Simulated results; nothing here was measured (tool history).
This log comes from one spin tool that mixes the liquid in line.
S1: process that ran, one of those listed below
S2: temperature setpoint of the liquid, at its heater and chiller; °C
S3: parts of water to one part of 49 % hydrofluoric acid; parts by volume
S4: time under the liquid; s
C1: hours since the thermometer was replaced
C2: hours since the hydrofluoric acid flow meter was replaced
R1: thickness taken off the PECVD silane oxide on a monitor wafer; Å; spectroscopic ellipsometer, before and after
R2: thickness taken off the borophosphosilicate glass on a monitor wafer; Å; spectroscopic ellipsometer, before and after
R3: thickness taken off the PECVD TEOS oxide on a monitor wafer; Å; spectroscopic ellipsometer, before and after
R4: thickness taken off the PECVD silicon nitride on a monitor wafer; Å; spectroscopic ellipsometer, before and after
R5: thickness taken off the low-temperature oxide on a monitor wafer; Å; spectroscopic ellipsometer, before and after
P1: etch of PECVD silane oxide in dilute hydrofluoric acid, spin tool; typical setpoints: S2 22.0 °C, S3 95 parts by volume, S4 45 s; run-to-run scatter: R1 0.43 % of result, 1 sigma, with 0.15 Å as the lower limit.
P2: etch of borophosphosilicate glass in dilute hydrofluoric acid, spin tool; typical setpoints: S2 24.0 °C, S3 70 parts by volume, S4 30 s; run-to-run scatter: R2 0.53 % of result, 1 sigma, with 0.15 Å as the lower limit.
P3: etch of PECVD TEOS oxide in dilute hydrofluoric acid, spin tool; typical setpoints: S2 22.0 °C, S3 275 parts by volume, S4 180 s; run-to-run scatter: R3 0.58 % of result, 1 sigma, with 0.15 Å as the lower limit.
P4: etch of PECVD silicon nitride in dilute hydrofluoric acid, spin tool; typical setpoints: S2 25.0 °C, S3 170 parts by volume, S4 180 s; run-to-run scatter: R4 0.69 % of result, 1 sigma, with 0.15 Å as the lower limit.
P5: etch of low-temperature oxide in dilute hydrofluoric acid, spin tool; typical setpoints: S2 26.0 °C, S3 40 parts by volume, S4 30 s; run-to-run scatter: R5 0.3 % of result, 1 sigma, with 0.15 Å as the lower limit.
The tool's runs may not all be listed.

{"run": 1, "day": 0.233, "S1": "P1", "S2": 22.0, "S3": 95, "S4": 45, "C1": 343.6, "C2": 544.1, "R1": 157.58}
{"run": 2, "day": 0.579, "S1": "P2", "S2": 24.0, "S3": 70, "S4": 15, "C1": 351.9, "C2": 552.4, "R2": 126.34}
{"run": 3, "day": 0.883, "S1": "P3", "S2": 22.0, "S3": 275, "S4": 180, "C1": 359.2, "C2": 559.7, "R3": 60.654}
{"run": 4, "day": 1.217, "S1": "P1", "S2": 22.0, "S3": 95, "S4": 25, "C1": 367.2, "C2": 567.7, "R1": 87.253}
{"run": 5, "day": 1.558, "S1": "P3", "S2": 22.0, "S3": 65, "S4": 180, "C1": 375.4, "C2": 575.9, "R3": 321.75}
{"run": 6, "day": 1.825, "S1": "P2", "S2": 24.0, "S3": 30, "S4": 30, "C1": 381.8, "C2": 582.3, "R2": 620.28}
{"run": 7, "day": 2.179, "S1": "P1", "S2": 22.0, "S3": 135, "S4": 45, "C1": 390.3, "C2": 590.8, "R1": 106.29}
{"run": 8, "day": 2.55, "S1": "P1", "S2": 22.0, "S3": 95, "S4": 45, "C1": 399.2, "C2": 599.7, "R1": 157.5}
{"run": 9, "day": 2.871, "S1": "P4", "S2": 25.0, "S3": 170, "S4": 365, "C1": 406.9, "C2": 607.4, "R4": 83.204}
{"run": 10, "day": 3.283, "S1": "P1", "S2": 29.5, "S3": 165, "S4": 45, "C1": 416.8, "C2": 617.3, "R1": 111.69}
{"run": 11, "day": 3.496, "S1": "P1", "S2": 25.5, "S3": 95, "S4": 45, "C1": 421.9, "C2": 622.4, "R1": 181.99}
{"run": 12, "day": 3.746, "S1": "P3", "S2": 30.0, "S3": 275, "S4": 180, "C1": 427.9, "C2": 628.4, "R3": 80.755}
{"run": 13, "day": 4.117, "S1": "P4", "S2": 25.0, "S3": 170, "S4": 180, "C1": 436.8, "C2": 637.3, "R4": 40.941}
{"run": 14, "day": 4.475, "S1": "P1", "S2": 22.0, "S3": 95, "S4": 85, "C1": 445.4, "C2": 645.9, "R1": 299.38}
{"run": 15, "day": 4.938, "S1": "P5", "S2": 26.0, "S3": 40, "S4": 30, "C1": 456.5, "C2": 657.0, "R5": 316.14}
{"run": 16, "day": 5.238, "S1": "P2", "S2": 32.0, "S3": 70, "S4": 30, "C1": 463.7, "C2": 664.2, "R2": 347.73}
{"run": 17, "day": 5.496, "S1": "P1", "S2": 22.0, "S3": 95, "S4": 45, "C1": 469.9, "C2": 670.4, "R1": 157.22}
{"run": 18, "day": 5.704, "S1": "P1", "S2": 17.0, "S3": 95, "S4": 45, "C1": 474.9, "C2": 675.4, "R1": 128.64}
{"run": 19, "day": 6.042, "S1": "P1", "S2": 22.0, "S3": 50, "S4": 45, "C1": 483.0, "C2": 683.5, "R1": 317.28}
{"run": 20, "day": 6.471, "S1": "P3", "S2": 22.0, "S3": 275, "S4": 180, "C1": 493.3, "C2": 693.8, "R3": 61.268}
{"run": 21, "day": 6.758, "S1": "P2", "S2": 24.0, "S3": 70, "S4": 30, "C1": 500.2, "C2": 700.7, "R2": 252.55}
{"run": 22, "day": 7.192, "S1": "P5", "S2": 26.0, "S3": 40, "S4": 65, "C1": 510.6, "C2": 711.1, "R5": 681.63}
{"run": 23, "day": 7.625, "S1": "P1", "S2": 17.0, "S3": 150, "S4": 45, "C1": 521.0, "C2": 721.5, "R1": 77.108}
{"run": 24, "day": 7.829, "S1": "P3", "S2": 22.0, "S3": 275, "S4": 270, "C1": 525.9, "C2": 726.4, "R3": 92.009}
{"run": 25, "day": 8.138, "S1": "P4", "S2": 30.5, "S3": 170, "S4": 180, "C1": 533.3, "C2": 733.8, "R4": 58.453}
{"run": 26, "day": 8.475, "S1": "P5", "S2": 26.0, "S3": 40, "S4": 30, "C1": 541.4, "C2": 741.9, "R5": 316.08}
{"run": 27, "day": 8.775, "S1": "P1", "S2": 22.0, "S3": 95, "S4": 45, "C1": 548.6, "C2": 749.1, "R1": 159.35}
{"run": 28, "day": 9.033, "S1": "P5", "S2": 22.0, "S3": 40, "S4": 30, "C1": 554.8, "C2": 755.3, "R5": 266.75}
{"run": 29, "day": 9.288, "S1": "P4", "S2": 25.0, "S3": 45, "S4": 180, "C1": 560.9, "C2": 761.4, "R4": 152.77}
{"run": 30, "day": 9.7, "S1": "P5", "S2": 26.0, "S3": 60, "S4": 30, "C1": 570.8, "C2": 771.3, "R5": 204.19}
{"run": 31, "day": 10.004, "S1": "P1", "S2": 22.0, "S3": 95, "S4": 45, "C1": 578.1, "C2": 778.6, "R1": 157.34}
{"run": 32, "day": 10.4, "S1": "P1", "S2": 22.0, "S3": 95, "S4": 45, "C1": 587.6, "C2": 788.1, "R1": 158.66}
{"run": 33, "day": 10.833, "S1": "P1", "S2": 22.0, "S3": 95, "S4": 45, "C1": 598.0, "C2": 798.5, "R1": 155.12}
{"run": 34, "day": 11.25, "S1": "P1", "S2": 22.0, "S3": 95, "S4": 45, "C1": 608.0, "C2": 808.5, "R1": 152.12}

Forecast run 35:
{"run": 35, "day": 11.671, "S1": "P1", "S2": 22.0, "S3": 95, "S4": 45, "C1": 618.1, "C2": 818.6, "R1": "?"}

{"run 35": {"R1": 151.43}}
